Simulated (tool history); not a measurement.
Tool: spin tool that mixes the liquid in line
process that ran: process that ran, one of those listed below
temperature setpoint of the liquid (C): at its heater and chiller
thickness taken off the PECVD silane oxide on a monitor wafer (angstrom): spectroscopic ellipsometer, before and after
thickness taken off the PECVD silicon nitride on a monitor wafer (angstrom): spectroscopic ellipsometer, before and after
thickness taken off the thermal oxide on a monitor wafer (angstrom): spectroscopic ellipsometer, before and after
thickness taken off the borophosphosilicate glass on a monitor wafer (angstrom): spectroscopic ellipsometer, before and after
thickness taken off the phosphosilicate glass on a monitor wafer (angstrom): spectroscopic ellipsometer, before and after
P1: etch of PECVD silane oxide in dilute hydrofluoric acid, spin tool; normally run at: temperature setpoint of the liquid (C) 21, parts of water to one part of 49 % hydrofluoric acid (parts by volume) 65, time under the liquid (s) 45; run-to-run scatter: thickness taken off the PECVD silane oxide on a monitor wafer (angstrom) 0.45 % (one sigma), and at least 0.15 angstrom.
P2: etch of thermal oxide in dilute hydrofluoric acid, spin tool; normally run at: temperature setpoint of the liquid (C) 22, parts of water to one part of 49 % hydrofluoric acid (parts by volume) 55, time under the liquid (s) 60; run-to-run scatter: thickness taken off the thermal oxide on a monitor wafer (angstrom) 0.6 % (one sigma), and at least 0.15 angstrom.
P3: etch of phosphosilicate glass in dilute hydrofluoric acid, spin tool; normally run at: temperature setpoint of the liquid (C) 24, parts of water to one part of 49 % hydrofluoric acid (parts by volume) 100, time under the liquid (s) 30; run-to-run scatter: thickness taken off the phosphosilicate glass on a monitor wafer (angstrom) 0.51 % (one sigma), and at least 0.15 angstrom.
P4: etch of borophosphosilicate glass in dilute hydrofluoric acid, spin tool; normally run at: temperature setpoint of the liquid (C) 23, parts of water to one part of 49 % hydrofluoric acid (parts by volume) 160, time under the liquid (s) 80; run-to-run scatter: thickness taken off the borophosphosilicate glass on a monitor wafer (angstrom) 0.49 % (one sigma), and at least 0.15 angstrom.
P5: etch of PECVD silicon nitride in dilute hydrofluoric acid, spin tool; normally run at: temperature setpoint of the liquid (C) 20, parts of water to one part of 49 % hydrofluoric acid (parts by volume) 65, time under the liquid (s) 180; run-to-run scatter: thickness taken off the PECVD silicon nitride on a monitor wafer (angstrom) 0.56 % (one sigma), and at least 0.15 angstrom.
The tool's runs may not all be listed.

run   hour  process that ran  temperature setpoint of the liquid (C)  parts of water to one part of 49 % hydrofluoric acid (parts by volume)  time under the liquid (s)  hours since the thermometer was replaced  hours since the hydrofluoric acid flow meter was replaced  thickness taken off the PECVD silane oxide on a monitor wafer (angstrom)  thickness taken off the PECVD silicon nitride on a monitor wafer (angstrom)  thickness taken off the thermal oxide on a monitor wafer (angstrom)  thickness taken off the borophosphosilicate glass on a monitor wafer (angstrom)  thickness taken off the phosphosilicate glass on a monitor wafer (angstrom)
  1    8.5                P1                                      21                                                                      65                         45                                     926.7                                                      291.2                                                                    302.41
  2   18.5                P1                                      21                                                                      65                         45                                     936.7                                                      301.2                                                                    304.54
  3   26.2                P5                                      20                                                                      65                        180                                     944.4                                                      308.9                                                                                                                                                 75.795
  4   37.4                P1                                      21                                                                      65                         45                                     955.6                                                      320.1                                                                     300.2
  5   46.5                P2                                      17                                                                      55                         60                                     964.7                                                      329.2                                                                                                                                                                                                                       40.01
  6   59.3                P1                                      27                                                                      65                         45                                     977.5                                                        342                                                                    384.66
  7   72.3                P1                                      21                                                                      65                         70                                     990.5                                                        355                                                                    468.58
  8   82.1                P1                                      17                                                                      65                         45                                    1000.3                                                      364.8                                                                     256.8
  9   93.7                P4                                      23                                                                      55                         80                                    1011.9                                                      376.4                                                                                                                                                                                                                                                                                                       498.28
 10  105.9                P3                                      24                                                                     155                         30                                    1024.1                                                      388.6                                                                                                                                                                                                                                                                                                                                                                                    355.94
 11  113.3                P4                                      23                                                                     160                         80                                    1031.5                                                        396                                                                                                                                                                                                                                                                                                        152.9
 12  122.3                P4                                      17                                                                     160                         80                                    1040.5                                                        405                                                                                                                                                                                                                                                                                                       119.26
 13  135.1                P1                                      21                                                                      35                         20                                    1053.3                                                      417.8                                                                    260.04
 14  146.6                P2                                      22                                                                      55                         60                                    1064.8                                                      429.3                                                                                                                                                                                                                      50.131
 15  152.9                P1                                      21                                                                      25                         15                                    1071.1                                                      435.6                                                                    273.95
 16  158.8                P2                                      22                                                                      85                         60                                      1077                                                      441.5                                                                                                                                                                                                                      31.058
 17  170.1                P1                                      21                                                                      65                         45                                    1088.3                                                      452.8                                                                    300.95
 18  181.7                P5                                      17                                                                      65                        180                                    1099.9                                                      464.4                                                                                                                                                 62.415
 19  190.9                P1                                    26.5                                                                      65                         15                                    1109.1                                                      473.6                                                                    126.69
 20    204                P3                                      24                                                                     100                         30                                    1122.2                                                      486.7                                                                                                                                                                                                                                                                                                                                                                                     585.4
 21  210.5                P5                                      20                                                                      65                        180                                    1128.7                                                      493.2                                                                                                                                                 75.871
 22  221.2                P1                                      21                                                                      65                         45                                    1139.4                                                      503.9                                                                    305.21
 23  227.5                P3                                      17                                                                     100                         30                                    1145.7                                                      510.2                                                                                                                                                                                                                                                                                                                                                                                    444.43
 24  234.6                P1                                      21                                                                     100                         45                                    1152.8                                                      517.3                                                                     188.3
 25  241.4                P4                                      23                                                                     160                        125                                    1159.6                                                      524.1                                                                                                                                                                                                                                                                                                       236.37
 26  254.8                P5                                      20                                                                     100                        180                                      1173                                                      537.5                                                                                                                                                 49.841
 27  264.7                P2                                      22                                                                      55                         60                                    1182.9                                                      547.4                                                                                                                                                                                                                      49.802
 28  272.8                P1                                      21                                                                      65                         20                                      1191                                                      555.5                                                                    133.83
 29  281.7                P3                                      24                                                                     100                         15                                    1199.9                                                      564.4                                                                                                                                                                                                                                                                                                                                                                                    294.66
 30  290.9                P5                                      20                                                                      65                        270                                    1209.1                                                      573.6                                                                                                                                                 114.81
 31  301.7                P1                                      21                                                                      40                         45                                    1219.9                                                      584.4                                                                    509.14
 32  311.3                P2                                      22                                                                      55                        120                                    1229.5                                                        594                                                                                                                                                                                                                      100.09
 33  322.2                P1                                      21                                                                      65                         45                                    1240.4                                                      604.9                                                                    302.47
 34  333.3                P1                                      21                                                                      65                         45                                    1251.5                                                        616                                                                    311.58
 35  341.9                P1                                      21                                                                      65                         45                                    1260.1                                                      624.6                                                                    316.11
 36  347.8                P1                                      21                                                                      65                         45                                      1266                                                      630.5                                                                    317.26
 37  355.9                P1                                      21                                                                      65                         45                                    1274.1                                                      638.6                                                                    320.81
 38  367.7                P1                                      21                                                                      65                         45                                    1285.9                                                      650.4                                                                    321.81
 39  378.8                P1                                      21                                                                      65                         45                                      1297                                                      661.5                                                                    321.84
 40  386.6                P1                                      21                                                                      65                         45                                    1304.8                                                      669.3                                                                    323.66
 41  395.8                P1                                      21                                                                      65                         45                                      1314                                                      678.5                                                                    323.24

What P1 gives has crept away from where it was. These 2 causes fit the log equally well, each at the size given:
A: hydrofluoric acid flow above the setpoint (%) = 5.92
B: liquid hotter than its thermometer reads (K) = 1.5
The creep began at about hour 322.2.

4 check runs are offered, one wafer each, their results left as question marks. Which one tells the causes apart?
check 1   405                P3                                      24                                                                     140                         15                                                                                                                                                                                                                                                                                                                                                                                                                                                                                              ?
check 2   405                P4                                      17                                                                     160                         80                                                                                                                                                                                                                                                                                                                                                                                                                 ?
check 3   405                P5                                      20                                                                      90                        180                                                                                                                                                                                                                                                           ?
check 4   405                P2                                      17                                                                      55                         90                                                                                                                                                                                                                                                                                                                                ?

What each check would give under each cause:
  check                                                                           result    if A    if B
check 1      thickness taken off the phosphosilicate glass on a monitor wafer (angstrom)   214.3  212.33
check 2  thickness taken off the borophosphosilicate glass on a monitor wafer (angstrom)  127.74  127.05
check 3      thickness taken off the PECVD silicon nitride on a monitor wafer (angstrom)  58.737  61.488
check 4              thickness taken off the thermal oxide on a monitor wafer (angstrom)  64.242  64.486
How far apart the two closest causes lie, in the result that separates them most: check 1 0.93 %; check 2 0.54 %; check 3 4.58 %; check 4 0.38 %
Only check 3 tells the causes apart: in the others they would give nearly the same result.

Check 3 was then run and gave: thickness taken off the PECVD silicon nitride on a monitor wafer (angstrom) 59.416. Which cause is it?

It is A: hydrofluoric acid flow above the setpoint (%).
